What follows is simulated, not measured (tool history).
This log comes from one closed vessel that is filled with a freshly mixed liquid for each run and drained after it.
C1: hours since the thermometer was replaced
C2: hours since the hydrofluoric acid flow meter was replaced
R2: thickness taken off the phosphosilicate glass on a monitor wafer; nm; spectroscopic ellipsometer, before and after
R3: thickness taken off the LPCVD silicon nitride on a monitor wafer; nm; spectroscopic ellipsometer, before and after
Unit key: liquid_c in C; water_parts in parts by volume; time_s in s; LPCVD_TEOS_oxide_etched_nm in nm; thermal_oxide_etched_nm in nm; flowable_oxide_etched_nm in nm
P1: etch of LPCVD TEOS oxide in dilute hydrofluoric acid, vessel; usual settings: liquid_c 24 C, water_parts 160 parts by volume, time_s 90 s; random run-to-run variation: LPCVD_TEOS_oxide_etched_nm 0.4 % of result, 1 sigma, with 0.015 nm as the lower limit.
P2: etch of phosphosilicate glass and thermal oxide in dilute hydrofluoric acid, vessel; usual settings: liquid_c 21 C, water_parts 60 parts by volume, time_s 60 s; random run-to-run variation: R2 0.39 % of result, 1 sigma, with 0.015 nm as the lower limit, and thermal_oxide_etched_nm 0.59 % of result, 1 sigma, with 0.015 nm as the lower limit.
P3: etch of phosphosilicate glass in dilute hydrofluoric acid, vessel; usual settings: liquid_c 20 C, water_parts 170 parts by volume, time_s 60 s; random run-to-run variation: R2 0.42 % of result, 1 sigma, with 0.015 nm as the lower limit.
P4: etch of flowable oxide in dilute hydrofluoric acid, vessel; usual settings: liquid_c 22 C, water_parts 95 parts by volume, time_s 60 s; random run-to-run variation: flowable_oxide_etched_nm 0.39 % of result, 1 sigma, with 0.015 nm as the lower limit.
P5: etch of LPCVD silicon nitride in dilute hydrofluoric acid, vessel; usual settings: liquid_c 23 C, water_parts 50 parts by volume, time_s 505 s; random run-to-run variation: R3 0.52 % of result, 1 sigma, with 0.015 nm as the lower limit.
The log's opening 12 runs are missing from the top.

Run 13, hour 76.4: process P4, liquid_c 22 C, water_parts 165 parts by volume, time_s 60 s; C1 2207; C2 26.9. Result: flowable_oxide_etched_nm 18.485 nm.
Run 14, hour 84.5: process P3, liquid_c 17 C, water_parts 170 parts by volume, time_s 60 s; C1 2215.1; C2 35. Result: R2 19.058 nm.
Run 15, hour 88.8: process P5, liquid_c 23 C, water_parts 50 parts by volume, time_s 70 s; C1 2219.4; C2 39.3. Result: R3 0.67215 nm.
Run 16, hour 95.4: process P1, liquid_c 17.5 C, water_parts 100 parts by volume, time_s 90 s; C1 2226; C2 45.9. Result: LPCVD_TEOS_oxide_etched_nm 13.496 nm.
Run 17, hour 99.1: process P2, liquid_c 29 C, water_parts 60 parts by volume, time_s 60 s; C1 2229.7; C2 49.6. Result: R2 96.716 nm, thermal_oxide_etched_nm 5.7819 nm.
Run 18, hour 106.7: process P2, liquid_c 21 C, water_parts 110 parts by volume, time_s 60 s; C1 2237.3; C2 57.2. Result: R2 35.952 nm, thermal_oxide_etched_nm 2.1646 nm.
Run 19, hour 110.8: process P3, liquid_c 20 C, water_parts 255 parts by volume, time_s 60 s; C1 2241.4; C2 61.3. Result: R2 13.241 nm.
Run 20, hour 115.9: process P5, liquid_c 27 C, water_parts 50 parts by volume, time_s 505 s; C1 2246.5; C2 66.4. Result: R3 6.2492 nm.
Run 21, hour 123.3: process P1, liquid_c 24 C, water_parts 160 parts by volume, time_s 90 s; C1 2253.9; C2 73.8. Result: LPCVD_TEOS_oxide_etched_nm 10.235 nm.
Run 22, hour 129.6: process P2, liquid_c 21 C, water_parts 60 parts by volume, time_s 60 s; C1 2260.2; C2 80.1. Result: R2 70.195 nm, thermal_oxide_etched_nm 4.2346 nm.
Run 23, hour 136: process P1, liquid_c 24 C, water_parts 50 parts by volume, time_s 90 s; C1 2266.6; C2 86.5. Result: LPCVD_TEOS_oxide_etched_nm 37.556 nm.
At hour 138.4: thermometer replaced.
Run 24, hour 140.2: process P1, liquid_c 24 C, water_parts 160 parts by volume, time_s 90 s; C1 1.9; C2 90.7. Result: LPCVD_TEOS_oxide_etched_nm 10.18 nm.
Run 25, hour 146.8: process P1, liquid_c 24 C, water_parts 160 parts by volume, time_s 140 s; C1 8.5; C2 97.3. Result: LPCVD_TEOS_oxide_etched_nm 15.924 nm.
Run 26, hour 152.1: process P5, liquid_c 23 C, water_parts 50 parts by volume, time_s 505 s; C1 13.8; C2 102.6. Result: R3 4.7681 nm.
Run 27, hour 158: process P1, liquid_c 24 C, water_parts 160 parts by volume, time_s 40 s; C1 19.7; C2 108.5. Result: LPCVD_TEOS_oxide_etched_nm 4.5026 nm.
Run 28, hour 166: process P1, liquid_c 24 C, water_parts 230 parts by volume, time_s 130 s; C1 27.7; C2 116.5. Result: LPCVD_TEOS_oxide_etched_nm 9.515 nm.
Run 29, hour 170.5: process P4, liquid_c 22 C, water_parts 95 parts by volume, time_s 30 s; C1 32.2; C2 121. Result: flowable_oxide_etched_nm 17.464 nm.
Run 30, hour 177.6: process P2, liquid_c 21 C, water_parts 60 parts by volume, time_s 115 s; C1 39.3; C2 128.1. Result: R2 133.29 nm, thermal_oxide_etched_nm 8.0109 nm.
Run 31, hour 185: process P5, liquid_c 23 C, water_parts 20 parts by volume, time_s 505 s; C1 46.7; C2 135.5. Result: R3 11.473 nm.
Run 32, hour 191.6: process P4, liquid_c 22 C, water_parts 95 parts by volume, time_s 60 s; C1 53.3; C2 142.1. Result: flowable_oxide_etched_nm 34.741 nm.
Run 33, hour 196.1: process P1, liquid_c 24 C, water_parts 160 parts by volume, time_s 90 s; C1 57.8; C2 146.6. Result: LPCVD_TEOS_oxide_etched_nm 10.207 nm.
Run 34, hour 204.1: process P1, liquid_c 24 C, water_parts 160 parts by volume, time_s 90 s; C1 65.8; C2 154.6. Result: LPCVD_TEOS_oxide_etched_nm 10.202 nm.
Run 35, hour 209: process P1, liquid_c 24 C, water_parts 160 parts by volume, time_s 90 s; C1 70.7; C2 159.5. Result: LPCVD_TEOS_oxide_etched_nm 9.9455 nm.

For run 36, what comes out?
Run 36, hour 212.7: process P1, liquid_c 24 C, water_parts 160 parts by volume, time_s 90 s; C1 74.4; C2 163.2. Result: LPCVD_TEOS_oxide_etched_nm ?.

{"run 36": {"LPCVD_TEOS_oxide_etched_nm": 9.8266}}
